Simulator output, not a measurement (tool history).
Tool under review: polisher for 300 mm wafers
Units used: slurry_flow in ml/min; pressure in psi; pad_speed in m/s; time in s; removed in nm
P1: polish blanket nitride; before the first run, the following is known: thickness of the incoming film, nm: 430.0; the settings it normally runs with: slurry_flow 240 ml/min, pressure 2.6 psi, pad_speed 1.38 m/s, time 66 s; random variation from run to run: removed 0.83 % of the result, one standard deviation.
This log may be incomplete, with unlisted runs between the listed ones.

{"run": 1, "day": 0.175, "slurry_flow": 240, "pressure": 2.6, "pad_speed": 1.38, "time": 66, "removed": 113.69}
{"day": 0.325, "done": "slurry nozzle cleaned"}
{"run": 2, "day": 0.392, "slurry_flow": 240, "pressure": 2.6, "pad_speed": 1.38, "time": 66, "removed": 113.51}
{"run": 3, "day": 0.5, "slurry_flow": 240, "pressure": 2.6, "pad_speed": 1.38, "time": 66, "removed": 114.53}
{"run": 4, "day": 0.679, "slurry_flow": 145, "pressure": 2.6, "pad_speed": 1.38, "time": 66, "removed": 104.71}
{"run": 5, "day": 0.796, "slurry_flow": 240, "pressure": 2.6, "pad_speed": 1.38, "time": 66, "removed": 115.38}
{"run": 6, "day": 0.975, "slurry_flow": 240, "pressure": 2.6, "pad_speed": 0.64, "time": 66, "removed": 60.792}
{"run": 7, "day": 1.088, "slurry_flow": 240, "pressure": 2.6, "pad_speed": 2.06, "time": 66, "removed": 155.06}
{"run": 8, "day": 1.254, "slurry_flow": 145, "pressure": 1.2, "pad_speed": 1.38, "time": 66, "removed": 48.809}
{"run": 9, "day": 1.425, "slurry_flow": 240, "pressure": 2.6, "pad_speed": 1.38, "time": 34, "removed": 58.501}
{"run": 10, "day": 1.633, "slurry_flow": 365, "pressure": 2.6, "pad_speed": 1.8, "time": 66, "removed": 146.36}
{"run": 11, "day": 1.842, "slurry_flow": 240, "pressure": 2.6, "pad_speed": 1.38, "time": 66, "removed": 114.24}
{"run": 12, "day": 2.033, "slurry_flow": 240, "pressure": 3.9, "pad_speed": 1.38, "time": 66, "removed": 170.61}
{"run": 13, "day": 2.15, "slurry_flow": 240, "pressure": 2.6, "pad_speed": 1.38, "time": 104, "removed": 178.01}
{"run": 14, "day": 2.279, "slurry_flow": 240, "pressure": 1.5, "pad_speed": 1.38, "time": 66, "removed": 65.478}
{"run": 15, "day": 2.479, "slurry_flow": 340, "pressure": 2.6, "pad_speed": 1.38, "time": 66, "removed": 116.65}
{"run": 16, "day": 2.608, "slurry_flow": 240, "pressure": 2.6, "pad_speed": 1.38, "time": 66, "removed": 112.88}
{"run": 17, "day": 2.712, "slurry_flow": 240, "pressure": 2.6, "pad_speed": 1.38, "time": 66, "removed": 112.85}
{"run": 18, "day": 2.9, "slurry_flow": 240, "pressure": 2.6, "pad_speed": 1.38, "time": 66, "removed": 111.84}
{"run": 19, "day": 3.075, "slurry_flow": 240, "pressure": 2.6, "pad_speed": 1.38, "time": 66, "removed": 111.38}
{"run": 20, "day": 3.288, "slurry_flow": 240, "pressure": 2.6, "pad_speed": 1.38, "time": 66, "removed": 109.56}
{"run": 21, "day": 3.471, "slurry_flow": 240, "pressure": 2.6, "pad_speed": 1.38, "time": 66, "removed": 110.08}
{"run": 22, "day": 3.629, "slurry_flow": 240, "pressure": 2.6, "pad_speed": 1.38, "time": 66, "removed": 108.66}
{"day": 3.721, "done": "head pressure recalibrated"}
{"run": 23, "day": 3.758, "slurry_flow": 240, "pressure": 2.6, "pad_speed": 1.38, "time": 66, "removed": 108.63}
{"run": 24, "day": 3.95, "slurry_flow": 240, "pressure": 2.6, "pad_speed": 1.38, "time": 66, "removed": 106.77}
{"run": 25, "day": 4.046, "slurry_flow": 240, "pressure": 2.6, "pad_speed": 1.38, "time": 66, "removed": 108.7}
{"run": 26, "day": 4.2, "slurry_flow": 240, "pressure": 2.6, "pad_speed": 1.38, "time": 66, "removed": 107.42}
{"run": 27, "day": 4.388, "slurry_flow": 240, "pressure": 2.6, "pad_speed": 1.38, "time": 66, "removed": 107.58}

P1 has crept away from where it was. The log is fitted equally well by each of these 2 causes, at the sizes shown:
A: removal rate lost through wear of the pad, % = 5.44
B: slurry flow missing at the pad, % = 33.7
Onset of the creep was near day 2.712.
Other possible causes, and why each is ruled out:
head's pressure below its setpoint, %: serviced at day 3.721, which brought nothing back

Each of the check runs listed below is run on 5 wafers and reports their average, with the results left as question marks. Pick the one under which the possible causes would lead to clearly different results.
{"run": "check 1", "day": 4.575, "slurry_flow": 240, "pressure": 3.7, "pad_speed": 1.38, "time": 100, "removed": "?"}
{"run": "check 2", "day": 4.575, "slurry_flow": 240, "pressure": 2.6, "pad_speed": 0.7, "time": 36, "removed": "?"}
{"run": "check 3", "day": 4.575, "slurry_flow": 145, "pressure": 2.6, "pad_speed": 1.38, "time": 92, "removed": "?"}
{"run": "check 4", "day": 4.575, "slurry_flow": 240, "pressure": 1.9, "pad_speed": 0.64, "time": 66, "removed": "?"}

Expected result of each check under each candidate cause:
check=check_1 result=removed if_A=231.91 if_B=231.92
check=check_2 result=removed if_A=34.085 if_B=34.088
check=check_3 result=removed if_A=139.54 if_B=135.02
check=check_4 result=removed if_A=42.506 if_B=42.509
Distance between the nearest two causes, measured in the result of the check that separates them most: check 1 0.01 %; check 2 0.01 %; check 3 3.29 %; check 4 0.01 %
Check 3 distinguishes between the causes, while the remaining checks would return nearly the same result for all of them.

The results of check 3 are: removed 135.62 nm. Based on these, which of the listed causes is it?

Of the candidate causes, it is B: slurry flow missing at the pad, %.
